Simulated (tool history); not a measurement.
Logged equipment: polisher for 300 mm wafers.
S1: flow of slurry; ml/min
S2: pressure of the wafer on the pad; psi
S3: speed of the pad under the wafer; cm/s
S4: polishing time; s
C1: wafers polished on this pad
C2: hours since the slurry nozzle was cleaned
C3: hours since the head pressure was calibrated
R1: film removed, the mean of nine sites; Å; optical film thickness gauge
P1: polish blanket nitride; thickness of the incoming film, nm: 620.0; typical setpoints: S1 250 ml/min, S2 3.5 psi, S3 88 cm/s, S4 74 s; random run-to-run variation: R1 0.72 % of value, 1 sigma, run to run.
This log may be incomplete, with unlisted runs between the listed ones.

run	hour	S1	S2	S3	S4	C1	C2	C3	R1
1	5.7	250	3.5	88	74	616	110.5	344.1	1222.4
2	9.3	250	3.5	88	40	662	114.1	347.7	662.88
3	15.5	350	3.5	88	74	741	120.3	353.9	1247.2
4	21	250	3.5	88	74	811	125.8	359.4	1220.7
5	25.5	150	3.5	88	74	868	130.3	363.9	1136.9
6	30.6	250	3.5	88	74	934	135.4	369	1229.7
7	38.6	250	3.5	88	74	1036	143.4	377	1213.8
8	43.4	250	5.5	88	74	1097	148.2	381.8	1906.2
9	46.9	250	3.5	126	74	1141	151.7	385.3	1623
10	54.6	250	1.7	88	74	1240	159.4	393	591
11	61.1	320	3.5	88	57	1323	165.9	399.5	965.2
12	65.6	250	3.5	88	74	1380	170.4	404	1209.3
13	70.5	250	3.5	118	102	1443	175.3	408.9	2147.9

The next listed run, before its measurement:
14	75.1	250	3.5	52	74	1501	179.9	413.5	?

R1: 796.23 Å
